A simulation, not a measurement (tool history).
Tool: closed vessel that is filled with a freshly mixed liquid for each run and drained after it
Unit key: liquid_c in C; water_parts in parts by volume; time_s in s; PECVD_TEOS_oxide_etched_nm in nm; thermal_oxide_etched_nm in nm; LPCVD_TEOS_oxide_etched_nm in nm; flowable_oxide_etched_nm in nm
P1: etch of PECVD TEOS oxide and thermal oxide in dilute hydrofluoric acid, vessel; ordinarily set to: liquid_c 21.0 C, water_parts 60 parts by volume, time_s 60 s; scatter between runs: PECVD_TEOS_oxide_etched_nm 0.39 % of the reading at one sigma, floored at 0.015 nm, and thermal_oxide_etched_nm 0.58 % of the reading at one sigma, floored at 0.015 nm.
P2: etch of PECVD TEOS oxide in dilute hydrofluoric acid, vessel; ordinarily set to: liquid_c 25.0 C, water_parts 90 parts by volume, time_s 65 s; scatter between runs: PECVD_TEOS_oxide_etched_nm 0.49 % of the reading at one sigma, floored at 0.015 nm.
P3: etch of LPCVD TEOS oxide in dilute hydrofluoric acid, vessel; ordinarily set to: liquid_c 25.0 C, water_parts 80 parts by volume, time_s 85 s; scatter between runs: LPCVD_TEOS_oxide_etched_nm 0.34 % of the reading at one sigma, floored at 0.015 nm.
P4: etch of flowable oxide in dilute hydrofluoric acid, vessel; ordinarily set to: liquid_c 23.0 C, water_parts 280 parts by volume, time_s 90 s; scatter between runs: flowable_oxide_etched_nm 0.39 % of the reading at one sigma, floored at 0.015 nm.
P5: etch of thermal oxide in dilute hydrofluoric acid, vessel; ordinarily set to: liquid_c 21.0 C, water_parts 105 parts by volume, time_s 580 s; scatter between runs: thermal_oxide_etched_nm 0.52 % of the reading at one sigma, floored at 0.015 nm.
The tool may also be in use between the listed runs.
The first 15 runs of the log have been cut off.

run   hour  process  liquid_c  water_parts  time_s  hours since the thermometer was replaced  hours since the hydrofluoric acid flow meter was replaced  PECVD_TEOS_oxide_etched_nm  thermal_oxide_etched_nm  LPCVD_TEOS_oxide_etched_nm  flowable_oxide_etched_nm
 16  178.9       P1      21.0           60      30                                    2118.7                                                      985.9                      5.9422                   2.1442
 17  192.0       P2      25.0           90      65                                    2131.8                                                      999.0                      6.4773
 18  201.1       P1      17.0           60      60                                    2140.9                                                     1008.1                     10.0880                   3.6157
 19  211.1       P3      25.0           80      45                                    2150.9                                                     1018.1                                                                           9.9722
 20  224.1       P4      23.0          280      35                                    2163.9                                                     1031.1                                                                                                     3.4375
 21  231.3       P1      21.0          100      60                                    2171.1                                                     1038.3                      6.8371                   2.4144
 22  239.1       P1      21.0           60     105                                    2178.9                                                     1046.1                     20.7780                   7.4708
 23  253.3       P5      21.0          155     580                                    2193.1                                                     1060.3                                              15.4510
 24  261.6       P4      30.5          280      90                                    2201.4                                                     1068.6                                                                                                    11.4580
 25  275.6       P2      19.5           90      65                                    2215.4                                                     1082.6                      5.1375
 26  286.2       P1      29.0           60      60                                    2226.0                                                     1093.2                     16.4300                   5.9558
 27  296.2       P5      21.0          105     580                                    2236.0                                                     1103.2                                              23.8210
 28  303.3       P4      23.0          425      90                                    2243.1                                                     1110.3                                                                                                     5.1491
 29  313.6       P1      21.0           60      60                                    2253.4                                                     1120.6                     11.8910                   4.2971
 30  320.7       P2      25.0           90      65                                    2260.5                                                     1127.7                      6.4600
 31  328.4       P1      21.0           60      60                                    2268.2                                                     1135.4                     11.9670                   4.2677

Forecast run 32:
 32  341.1       P1      21.0           60      60                                    2280.9                                                     1148.1                           ?                        ?

{"run 32": {"PECVD_TEOS_oxide_etched_nm": 11.474, "thermal_oxide_etched_nm": 4.0881}}
